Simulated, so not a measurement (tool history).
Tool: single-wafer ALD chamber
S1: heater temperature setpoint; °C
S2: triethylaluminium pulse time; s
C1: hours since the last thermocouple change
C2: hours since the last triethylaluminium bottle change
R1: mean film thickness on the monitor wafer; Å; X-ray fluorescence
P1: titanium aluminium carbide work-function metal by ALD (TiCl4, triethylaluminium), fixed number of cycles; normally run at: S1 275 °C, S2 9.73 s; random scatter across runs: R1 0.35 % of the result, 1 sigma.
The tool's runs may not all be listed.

run 1 hour=2.1 | S1=275 S2=9.73 | C1=794.2 C2=175.1 | R1=17.761
run 2 hour=4.9 | S1=250 S2=9.73 | C1=797 C2=177.9 | R1=15.673
run 3 hour=9.2 | S1=275 S2=4.85 | C1=801.3 C2=182.2 | R1=14.928
-- hour=9.5 thermocouple changed; heater temperature recalibrated
run 4 hour=13.6 | S1=290 S2=15.83 | C1=4.1 C2=186.6 | R1=19.664
run 5 hour=17.6 | S1=275 S2=9.73 | C1=8.1 C2=190.6 | R1=17.71
run 6 hour=21.1 | S1=275 S2=9.73 | C1=11.6 C2=194.1 | R1=17.713
run 7 hour=23.3 | S1=253 S2=4.78 | C1=13.8 C2=196.3 | R1=13.211
run 8 hour=26.8 | S1=275 S2=9.73 | C1=17.3 C2=199.8 | R1=17.715
run 9 hour=30.1 | S1=275 S2=9.73 | C1=20.6 C2=203.1 | R1=17.695
run 10 hour=32.4 | S1=261 S2=14.41 | C1=22.9 C2=205.4 | R1=17.002
run 11 hour=35.3 | S1=275 S2=9.73 | C1=25.8 C2=208.3 | R1=17.805
run 12 hour=37.6 | S1=294 S2=9.73 | C1=28.1 C2=210.6 | R1=19.488
run 13 hour=39.7 | S1=275 S2=15.42 | C1=30.2 C2=212.7 | R1=18.241
run 14 hour=43 | S1=275 S2=9.73 | C1=33.5 C2=216 | R1=17.761
run 15 hour=47.3 | S1=275 S2=9.73 | C1=37.8 C2=220.3 | R1=17.613
run 16 hour=49.6 | S1=275 S2=9.73 | C1=40.1 C2=222.6 | R1=17.56

What does the tool deliver on the next run?
run 17 hour=52.7 | S1=275 S2=9.73 | C1=43.2 C2=225.7 | R1=?

R1: 17.421 Å

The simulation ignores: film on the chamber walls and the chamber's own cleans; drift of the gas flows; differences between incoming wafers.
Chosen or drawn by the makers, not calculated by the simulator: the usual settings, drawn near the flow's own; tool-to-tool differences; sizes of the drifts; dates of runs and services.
